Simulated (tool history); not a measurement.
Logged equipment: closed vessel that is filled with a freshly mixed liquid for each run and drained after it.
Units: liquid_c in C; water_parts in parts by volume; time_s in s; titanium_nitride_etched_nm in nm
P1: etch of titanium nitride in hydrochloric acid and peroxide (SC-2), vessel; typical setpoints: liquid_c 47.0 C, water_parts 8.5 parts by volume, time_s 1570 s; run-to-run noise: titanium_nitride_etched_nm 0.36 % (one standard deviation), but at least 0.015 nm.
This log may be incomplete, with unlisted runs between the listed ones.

run	hour	liquid_c	water_parts	time_s	titanium_nitride_etched_nm
1	3.5	47.0	8.5	1570	31.6780
2	6.9	47.0	4.0	2635	93.2220
# hour 9.4: chemicals flow meter replaced
3	10.8	47.0	8.5	1570	31.7300
4	16.0	47.0	8.5	1570	31.4890
5	18.7	47.0	8.5	2980	59.6190
6	23.9	47.0	8.5	110	2.2062
7	27.9	47.0	8.5	1570	31.5160
8	31.8	35.0	8.5	1570	13.5070
9	35.2	47.0	14.0	1570	20.7310
10	39.1	47.0	8.5	1570	31.6010
11	41.9	63.5	8.5	1570	91.5290
# hour 44.6: new drum of peroxide connected
12	44.7	47.0	4.0	1570	55.4030
13	48.4	47.0	8.5	1570	31.5990
14	51.7	47.0	8.5	1570	31.4810
15	55.4	47.0	8.5	1570	32.5050
16	58.6	47.0	8.5	1570	33.0210
17	62.4	47.0	8.5	1570	33.3980
18	67.4	47.0	8.5	1570	33.7840
19	71.2	47.0	8.5	1570	34.0390
20	74.4	47.0	8.5	1570	34.1230
21	78.5	47.0	8.5	1570	34.0660
22	83.3	47.0	8.5	1570	34.2480
23	87.5	47.0	8.5	1570	34.2190

What P1 gives has crept away from where it was. These 2 causes fit the log equally well, each at the size given:
A: liquid hotter than its thermometer reads (K) = 1.16
B: chemicals flow above the setpoint (%) = 10.2
The process output started creeping at around hour 51.7.
Excluded causes, each with its reason:
peroxide weaker than its label (%): at most 8, giving a -7.3 % change in titanium_nitride_etched_nm: too small, or against the direction of the creep

The list below offers 4 check runs, each averaging the results of 2 wafers, and shows each result as a question mark. For which of them would the listed causes give clearly different results?
check 1	91.7	35.0	4.0	1570	?
check 2	91.7	61.5	8.5	790	?
check 3	91.7	47.0	8.5	2475	?
check 4	91.7	47.0	8.5	2360	?

What each check would give under each cause:
check	result	if A	if B
check 1	titanium_nitride_etched_nm	25.7900	25.2510
check 2	titanium_nitride_etched_nm	43.8130	44.0790
check 3	titanium_nitride_etched_nm	53.8510	53.8180
check 4	titanium_nitride_etched_nm	51.3490	51.3180
Smallest distance between any two causes, each pair judged by its most separating result, in per cent: check 1 2.11 %; check 2 0.6 %; check 3 0.06 %; check 4 0.06 %
Check 1 is the one run that separates the causes; every other check would come out nearly the same whichever cause is at work.

The results of check 1 are: titanium_nitride_etched_nm 25.7860 nm. Based on these, which of the listed causes is it?

A is the cause: liquid hotter than its thermometer reads (K).
